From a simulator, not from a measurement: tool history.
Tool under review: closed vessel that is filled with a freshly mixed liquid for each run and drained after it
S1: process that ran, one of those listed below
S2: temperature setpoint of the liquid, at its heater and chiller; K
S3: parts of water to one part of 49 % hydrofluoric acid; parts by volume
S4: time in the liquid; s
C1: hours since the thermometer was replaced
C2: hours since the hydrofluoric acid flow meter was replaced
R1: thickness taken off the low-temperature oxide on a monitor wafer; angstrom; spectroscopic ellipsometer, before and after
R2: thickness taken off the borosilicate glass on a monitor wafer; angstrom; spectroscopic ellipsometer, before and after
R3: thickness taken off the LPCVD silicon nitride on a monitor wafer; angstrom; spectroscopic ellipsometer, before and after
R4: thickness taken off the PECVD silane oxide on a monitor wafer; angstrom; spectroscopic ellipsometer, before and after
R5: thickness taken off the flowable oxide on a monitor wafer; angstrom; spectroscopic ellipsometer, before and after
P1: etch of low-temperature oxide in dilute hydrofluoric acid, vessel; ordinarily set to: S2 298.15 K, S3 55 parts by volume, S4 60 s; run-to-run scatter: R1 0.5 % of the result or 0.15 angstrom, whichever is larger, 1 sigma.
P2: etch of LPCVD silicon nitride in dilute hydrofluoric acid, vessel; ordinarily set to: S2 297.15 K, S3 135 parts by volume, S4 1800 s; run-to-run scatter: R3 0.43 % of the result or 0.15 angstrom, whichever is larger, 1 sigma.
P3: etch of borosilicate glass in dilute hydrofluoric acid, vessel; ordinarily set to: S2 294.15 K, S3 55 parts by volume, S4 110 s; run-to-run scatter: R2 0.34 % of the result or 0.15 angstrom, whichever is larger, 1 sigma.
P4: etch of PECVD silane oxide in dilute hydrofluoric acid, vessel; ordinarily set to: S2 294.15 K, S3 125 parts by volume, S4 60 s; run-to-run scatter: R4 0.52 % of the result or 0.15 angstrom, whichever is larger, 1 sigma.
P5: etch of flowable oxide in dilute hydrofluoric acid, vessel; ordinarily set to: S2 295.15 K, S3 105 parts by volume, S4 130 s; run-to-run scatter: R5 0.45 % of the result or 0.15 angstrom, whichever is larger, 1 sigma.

run   hour  S1      S2   S3    S4      C1     C2      R1      R2      R3      R4      R5
  1    5.2  P1  298.15   55    60  1114.1  683.7  210.42
  2    9.5  P3  294.15   20   110  1118.4    688          1288.2
  3   15.5  P2  297.15  135  3525  1124.4    694                  141.71
  4     21  P4  294.15  125    60  1129.9  699.5                          208.78
  5   23.9  P5  295.15   65   130  1132.8  702.4                                  737.94
  6   29.3  P3  294.15   55    30  1138.2  707.8          122.46
  7   34.7  P1  298.15   55    30  1143.6  713.2  106.87
  8   38.6  P2  297.15  250  1800  1147.5  717.1                  39.472
  9   42.9  P4  294.15  210    60  1151.8  721.4                          113.53
 10   46.7  P2  290.15  135  1800  1155.6  725.2                  45.084
 11   51.6  P4  300.65  125    60  1160.5  730.1                          268.61
 12   56.2  P1  298.15   55    60  1165.1  734.7  212.17
 13   61.6  P1  298.15   25    60  1170.5  740.1  490.32
 14   64.9  P2  297.15  135  1800  1173.8  743.4                  72.254
 15     70  P5  295.15  105    50  1178.9  748.5                                  167.23
 16   74.5  P5  295.15  105   130  1183.4    753                                  432.14
 17   78.6  P1  290.15   55    60  1187.5  757.1  153.65
 18   82.4  P3  301.65   55   110  1191.3  760.9          605.14
 19   87.4  P3  294.15   55   110  1196.3  765.9          450.23
 20   92.7  P1  303.65   55    30  1201.6  771.2  132.74
      94.7  -- hydrofluoric acid flow meter replaced
 21   97.6  P1  298.15   55    60  1206.5      3  214.08
 22  100.4  P1  298.15  105    60  1209.3    5.8  104.14
 23  106.1  P4  294.15  125    60    1215   11.5                           206.8
 24  109.3  P4  294.15  125   105  1218.2   14.7                          363.07
 25  114.8  P1  298.15   55   110  1223.7   20.2  391.76
 26  118.7  P1  298.15   55    60  1227.6   24.1  212.21
 27  124.7  P1  303.65   55    60  1233.6   30.1  264.29

Run 28 is up next; what results do you expect?
 28  130.4  P5  295.15  105  130  1239.3  35.8                   ?

R5: 434.95 angstrom
